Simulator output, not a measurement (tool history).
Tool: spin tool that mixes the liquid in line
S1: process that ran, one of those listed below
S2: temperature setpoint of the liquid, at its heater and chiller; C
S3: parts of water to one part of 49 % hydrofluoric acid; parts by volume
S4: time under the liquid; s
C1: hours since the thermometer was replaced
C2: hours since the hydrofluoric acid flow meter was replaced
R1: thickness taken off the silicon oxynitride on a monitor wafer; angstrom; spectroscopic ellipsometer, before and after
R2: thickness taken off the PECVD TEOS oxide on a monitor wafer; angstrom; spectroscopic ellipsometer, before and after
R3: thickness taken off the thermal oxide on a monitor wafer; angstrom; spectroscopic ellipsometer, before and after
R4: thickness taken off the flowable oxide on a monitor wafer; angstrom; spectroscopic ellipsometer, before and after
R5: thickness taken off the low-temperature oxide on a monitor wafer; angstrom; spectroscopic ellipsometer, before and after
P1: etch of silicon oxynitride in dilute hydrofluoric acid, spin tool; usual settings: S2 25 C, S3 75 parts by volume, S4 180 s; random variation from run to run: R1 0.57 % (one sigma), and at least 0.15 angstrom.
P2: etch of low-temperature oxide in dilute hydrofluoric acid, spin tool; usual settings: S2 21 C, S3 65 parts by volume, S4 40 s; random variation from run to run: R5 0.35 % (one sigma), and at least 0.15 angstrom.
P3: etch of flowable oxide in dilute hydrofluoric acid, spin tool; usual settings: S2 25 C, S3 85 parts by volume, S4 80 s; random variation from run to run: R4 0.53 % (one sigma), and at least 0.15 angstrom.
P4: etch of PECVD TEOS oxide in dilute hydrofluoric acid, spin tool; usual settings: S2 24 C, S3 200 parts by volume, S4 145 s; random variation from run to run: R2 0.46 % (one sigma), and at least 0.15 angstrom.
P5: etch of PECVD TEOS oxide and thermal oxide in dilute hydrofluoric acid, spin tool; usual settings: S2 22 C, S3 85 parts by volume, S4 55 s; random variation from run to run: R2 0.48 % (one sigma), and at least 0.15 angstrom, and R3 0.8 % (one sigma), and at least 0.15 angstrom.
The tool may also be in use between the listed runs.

run	hour	S1	S2	S3	S4	C1	C2	R1	R2	R3	R4	R5
1	7.4	P1	25	75	180	516.8	867.7	58.016				
2	11.1	P4	24	200	260	520.5	871.4		330.89			
3	18.5	P1	25	115	180	527.9	878.8	36.383				
4	23.5	P1	25	75	180	532.9	883.8	57.915				
5	27.8	P5	22	85	55	537.2	888.1		60.902	28.535		
6	32.4	P4	17	200	145	541.8	892.7		140.49			
7	39.4	P3	25	85	145	548.8	899.7				1004.6	
8	44.4	P1	25	75	300	553.8	904.7	96.576				
9	48.5	P1	25	75	180	557.9	908.8	57.684				
10	54.3	P2	17	65	40	563.7	914.6					92.312
11	60.3	P5	22	45	55	569.7	920.6		121.23	57.518		
12	63.8	P5	17	85	55	573.2	924.1		49.321	23.321		
13	68.3	P1	25	20	180	577.7	928.6	226.18				
14	75.6	P1	18	75	180	585	935.9	41.249				
15	80.7	P1	25	75	180	590.1	941	57.884				
16	87.5	P4	24	200	145	596.9	947.8		183.45			
17	94.7	P2	21	65	40	604.1	955					109.18
18	102.2	P3	25	25	80	611.6	962.5				2039	
19	108.2	P3	25	85	80	617.6	968.5				560.73	
20	111.9	P1	29.5	75	180	621.3	972.2	71.881				
21	117.6	P1	25	75	180	627	977.9	58.29				
22	122.1	P5	22	85	55	631.5	982.4		61.309	29.168		
23	126.6	P1	25	75	45	636	986.9	14.645				
24	131.2	P2	21	65	15	640.6	991.5					40.562
25	137.2	P3	21	85	80	646.6	997.5				472.71	
26	144.5	P5	22	85	25	653.9	1004.8		27.772	13.066		
27	148.2	P3	25	85	80	657.6	1008.5				559.14	
28	154.4	P4	24	320	145	663.8	1014.7		102.33			
29	160.5	P2	21	65	40	669.9	1020.8					109.41
30	167.5	P2	21	40	40	676.9	1027.8					182.88
31	174.2	P1	29	125	180	683.6	1034.5	39.949				
32	180.1	P1	25	75	180	689.5	1040.4	58.196				
33	183.8	P1	25	75	180	693.2	1044.1	58.011				
34	191.3	P1	25	75	180	700.7	1051.6	60.713				
35	197.2	P1	25	75	180	706.6	1057.5	62.647				
36	201	P1	25	75	180	710.4	1061.3	62.955				
37	206.8	P1	25	75	180	716.2	1067.1	63.305				
38	212	P1	25	75	180	721.4	1072.3	63.506				
39	218.9	P1	25	75	180	728.3	1079.2	64.081				
40	224.7	P1	25	75	180	734.1	1085	63.925				

The next listed run, before its measurement:
41	228.9	P1	25	75	180	738.3	1089.2	?				

R1: 64.075 angstrom

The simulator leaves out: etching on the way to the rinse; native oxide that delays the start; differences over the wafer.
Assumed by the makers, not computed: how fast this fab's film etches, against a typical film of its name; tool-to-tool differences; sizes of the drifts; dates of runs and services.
